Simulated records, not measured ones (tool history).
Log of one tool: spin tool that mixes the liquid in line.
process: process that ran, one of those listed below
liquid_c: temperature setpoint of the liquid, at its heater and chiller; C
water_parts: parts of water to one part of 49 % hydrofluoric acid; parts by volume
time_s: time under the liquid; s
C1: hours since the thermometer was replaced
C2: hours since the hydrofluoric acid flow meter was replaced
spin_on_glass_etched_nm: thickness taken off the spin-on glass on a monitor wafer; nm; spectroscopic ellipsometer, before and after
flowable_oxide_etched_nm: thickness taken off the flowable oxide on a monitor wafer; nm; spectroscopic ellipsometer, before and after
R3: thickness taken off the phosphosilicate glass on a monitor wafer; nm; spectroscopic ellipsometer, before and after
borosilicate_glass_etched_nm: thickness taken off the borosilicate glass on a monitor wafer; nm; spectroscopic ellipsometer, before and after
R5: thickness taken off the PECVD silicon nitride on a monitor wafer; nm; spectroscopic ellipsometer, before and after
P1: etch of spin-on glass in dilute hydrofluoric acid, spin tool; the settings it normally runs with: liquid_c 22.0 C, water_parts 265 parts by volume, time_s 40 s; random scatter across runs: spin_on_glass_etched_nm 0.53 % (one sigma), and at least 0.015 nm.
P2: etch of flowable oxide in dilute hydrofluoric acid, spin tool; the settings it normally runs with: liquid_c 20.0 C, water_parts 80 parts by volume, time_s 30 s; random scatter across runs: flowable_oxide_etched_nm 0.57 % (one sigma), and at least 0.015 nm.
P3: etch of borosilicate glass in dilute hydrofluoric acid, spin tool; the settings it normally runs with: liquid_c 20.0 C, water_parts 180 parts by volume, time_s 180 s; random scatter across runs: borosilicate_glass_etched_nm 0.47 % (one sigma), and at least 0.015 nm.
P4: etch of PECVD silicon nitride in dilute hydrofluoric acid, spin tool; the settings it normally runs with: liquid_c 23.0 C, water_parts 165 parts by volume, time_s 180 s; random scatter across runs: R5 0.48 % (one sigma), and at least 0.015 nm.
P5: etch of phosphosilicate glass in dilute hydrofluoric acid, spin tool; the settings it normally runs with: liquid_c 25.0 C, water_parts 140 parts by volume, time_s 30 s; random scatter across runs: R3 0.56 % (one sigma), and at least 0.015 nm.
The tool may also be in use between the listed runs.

run 1 day=0.350 | process=P1 liquid_c=22.0 water_parts=265 time_s=40 | C1=831.3 C2=1116.0 | spin_on_glass_etched_nm=5.2826
run 2 day=0.683 | process=P2 liquid_c=20.0 water_parts=80 time_s=60 | C1=839.3 C2=1124.0 | flowable_oxide_etched_nm=32.779
run 3 day=1.058 | process=P1 liquid_c=17.5 water_parts=265 time_s=40 | C1=848.3 C2=1133.0 | spin_on_glass_etched_nm=4.3931
run 4 day=1.379 | process=P1 liquid_c=27.0 water_parts=265 time_s=40 | C1=856.0 C2=1140.7 | spin_on_glass_etched_nm=6.2737
run 5 day=1.812 | process=P1 liquid_c=22.0 water_parts=265 time_s=40 | C1=866.4 C2=1151.1 | spin_on_glass_etched_nm=5.2860
run 6 day=2.071 | process=P5 liquid_c=25.0 water_parts=140 time_s=30 | C1=872.6 C2=1157.3 | R3=41.533
run 7 day=2.312 | process=P2 liquid_c=20.0 water_parts=110 time_s=30 | C1=878.4 C2=1163.1 | flowable_oxide_etched_nm=11.546
run 8 day=2.604 | process=P1 liquid_c=22.0 water_parts=160 time_s=40 | C1=885.4 C2=1170.1 | spin_on_glass_etched_nm=9.6766
run 9 day=3.142 | process=P2 liquid_c=26.0 water_parts=80 time_s=30 | C1=898.3 C2=1183.0 | flowable_oxide_etched_nm=20.943
run 10 day=3.683 | process=P1 liquid_c=22.0 water_parts=265 time_s=15 | C1=911.3 C2=1196.0 | spin_on_glass_etched_nm=1.9538
run 11 day=4.229 | process=P2 liquid_c=20.0 water_parts=80 time_s=30 | C1=924.4 C2=1209.1 | flowable_oxide_etched_nm=16.222
run 12 day=4.692 | process=P3 liquid_c=20.0 water_parts=180 time_s=300 | C1=935.5 C2=1220.2 | borosilicate_glass_etched_nm=34.229
run 13 day=5.171 | process=P1 liquid_c=22.0 water_parts=265 time_s=40 | C1=947.0 C2=1231.7 | spin_on_glass_etched_nm=5.2696
run 14 day=5.596 | process=P1 liquid_c=22.0 water_parts=60 time_s=15 | C1=957.2 C2=1241.9 | spin_on_glass_etched_nm=10.9040
run 15 day=5.838 | process=P3 liquid_c=20.0 water_parts=60 time_s=180 | C1=963.0 C2=1247.7 | borosilicate_glass_etched_nm=70.185
run 16 day=6.354 | process=P1 liquid_c=22.0 water_parts=265 time_s=60 | C1=975.4 C2=1260.1 | spin_on_glass_etched_nm=7.7954
run 17 day=6.779 | process=P1 liquid_c=22.0 water_parts=380 time_s=40 | C1=985.6 C2=1270.3 | spin_on_glass_etched_nm=3.2691
run 18 day=7.079 | process=P4 liquid_c=30.5 water_parts=165 time_s=180 | C1=992.8 C2=1277.5 | R5=9.2934
run 19 day=7.442 | process=P3 liquid_c=20.0 water_parts=180 time_s=180 | C1=1001.5 C2=1286.2 | borosilicate_glass_etched_nm=20.692
run 20 day=7.921 | process=P4 liquid_c=23.0 water_parts=75 time_s=180 | C1=1013.0 C2=1297.7 | R5=12.6050
run 21 day=8.450 | process=P3 liquid_c=20.0 water_parts=180 time_s=180 | C1=1025.7 C2=1310.4 | borosilicate_glass_etched_nm=20.754
run 22 day=8.804 | process=P4 liquid_c=23.0 water_parts=165 time_s=295 | C1=1034.2 C2=1318.9 | R5=9.5258
run 23 day=9.146 | process=P5 liquid_c=25.0 water_parts=140 time_s=15 | C1=1042.4 C2=1327.1 | R3=21.003
run 24 day=9.596 | process=P3 liquid_c=17.0 water_parts=180 time_s=180 | C1=1053.2 C2=1337.9 | borosilicate_glass_etched_nm=18.263
run 25 day=10.100 | process=P1 liquid_c=22.0 water_parts=265 time_s=40 | C1=1065.3 C2=1350.0 | spin_on_glass_etched_nm=5.2376
run 26 day=10.571 | process=P5 liquid_c=25.0 water_parts=235 time_s=30 | C1=1076.6 C2=1361.3 | R3=22.724
run 27 day=10.946 | process=P1 liquid_c=29.5 water_parts=265 time_s=20 | C1=1085.6 C2=1370.3 | spin_on_glass_etched_nm=3.3917
run 28 day=11.417 | process=P1 liquid_c=22.0 water_parts=265 time_s=40 | C1=1096.9 C2=1381.6 | spin_on_glass_etched_nm=5.1878
run 29 day=11.762 | process=P5 liquid_c=20.0 water_parts=140 time_s=30 | C1=1105.2 C2=1389.9 | R3=34.301
run 30 day=12.108 | process=P1 liquid_c=29.0 water_parts=350 time_s=40 | C1=1113.5 C2=1398.2 | spin_on_glass_etched_nm=4.6281
run 31 day=12.417 | process=P1 liquid_c=22.0 water_parts=265 time_s=40 | C1=1120.9 C2=1405.6 | spin_on_glass_etched_nm=5.2110
run 32 day=12.854 | process=P4 liquid_c=23.0 water_parts=165 time_s=180 | C1=1131.4 C2=1416.1 | R5=5.7842
run 33 day=13.388 | process=P1 liquid_c=22.0 water_parts=265 time_s=40 | C1=1144.2 C2=1428.9 | spin_on_glass_etched_nm=5.2374
run 34 day=13.888 | process=P1 liquid_c=22.0 water_parts=265 time_s=40 | C1=1156.2 C2=1440.9 | spin_on_glass_etched_nm=5.3257
run 35 day=14.321 | process=P1 liquid_c=22.0 water_parts=265 time_s=40 | C1=1166.6 C2=1451.3 | spin_on_glass_etched_nm=5.3684
run 36 day=14.633 | process=P1 liquid_c=22.0 water_parts=265 time_s=40 | C1=1174.1 C2=1458.8 | spin_on_glass_etched_nm=5.4329
run 37 day=15.179 | process=P1 liquid_c=22.0 water_parts=265 time_s=40 | C1=1187.2 C2=1471.9 | spin_on_glass_etched_nm=5.5300
run 38 day=15.642 | process=P1 liquid_c=22.0 water_parts=265 time_s=40 | C1=1198.3 C2=1483.0 | spin_on_glass_etched_nm=5.5164
run 39 day=15.938 | process=P1 liquid_c=22.0 water_parts=265 time_s=40 | C1=1205.4 C2=1490.1 | spin_on_glass_etched_nm=5.5430
run 40 day=16.371 | process=P1 liquid_c=22.0 water_parts=265 time_s=40 | C1=1215.8 C2=1500.5 | spin_on_glass_etched_nm=5.5811
run 41 day=16.800 | process=P1 liquid_c=22.0 water_parts=265 time_s=40 | C1=1226.1 C2=1510.8 | spin_on_glass_etched_nm=5.5216
run 42 day=17.304 | process=P1 liquid_c=22.0 water_parts=265 time_s=40 | C1=1238.2 C2=1522.9 | spin_on_glass_etched_nm=5.5090
run 43 day=17.617 | process=P1 liquid_c=22.0 water_parts=265 time_s=40 | C1=1245.7 C2=1530.4 | spin_on_glass_etched_nm=5.5669
run 44 day=17.988 | process=P1 liquid_c=22.0 water_parts=265 time_s=40 | C1=1254.6 C2=1539.3 | spin_on_glass_etched_nm=5.5553

P1 has crept away from where it was. The log is fitted equally well by each of these 2 causes, at the sizes shown:
A: hydrofluoric acid flow above the setpoint (%) = 4.82
B: liquid hotter than its thermometer reads (K) = 1.64
The drift started at roughly day 13.388.

Which of the 4 check runs listed below separates the causes, so that each cause would produce a clearly different result? Each run uses one wafer, and its results are marked with question marks.
run check 1 day=18.358 | process=P2 liquid_c=25.0 water_parts=80 time_s=30 | flowable_oxide_etched_nm=?
run check 2 day=18.358 | process=P3 liquid_c=17.0 water_parts=180 time_s=290 | borosilicate_glass_etched_nm=?
run check 3 day=18.358 | process=P5 liquid_c=21.5 water_parts=195 time_s=30 | R3=?
run check 4 day=18.358 | process=P4 liquid_c=30.0 water_parts=105 time_s=180 | R5=?

Check results expected under each cause:
check=check_1 result=flowable_oxide_etched_nm if_A=21.194 if_B=21.472
check=check_2 result=borosilicate_glass_etched_nm if_A=31.081 if_B=31.415
check=check_3 result=R3 if_A=26.236 if_B=26.384
check=check_4 result=R5 if_A=14.9240 if_B=15.7610
Smallest distance between any two causes, each pair judged by its most separating result, in per cent: check 1 1.3 %; check 2 1.07 %; check 3 0.56 %; check 4 5.46 %
Check 4 distinguishes between the causes, while the remaining checks would return nearly the same result for all of them.

Here is what check 4 returned: R5 15.7240 nm. Which cause is it?

Of the candidate causes, it is B: liquid hotter than its thermometer reads (K).

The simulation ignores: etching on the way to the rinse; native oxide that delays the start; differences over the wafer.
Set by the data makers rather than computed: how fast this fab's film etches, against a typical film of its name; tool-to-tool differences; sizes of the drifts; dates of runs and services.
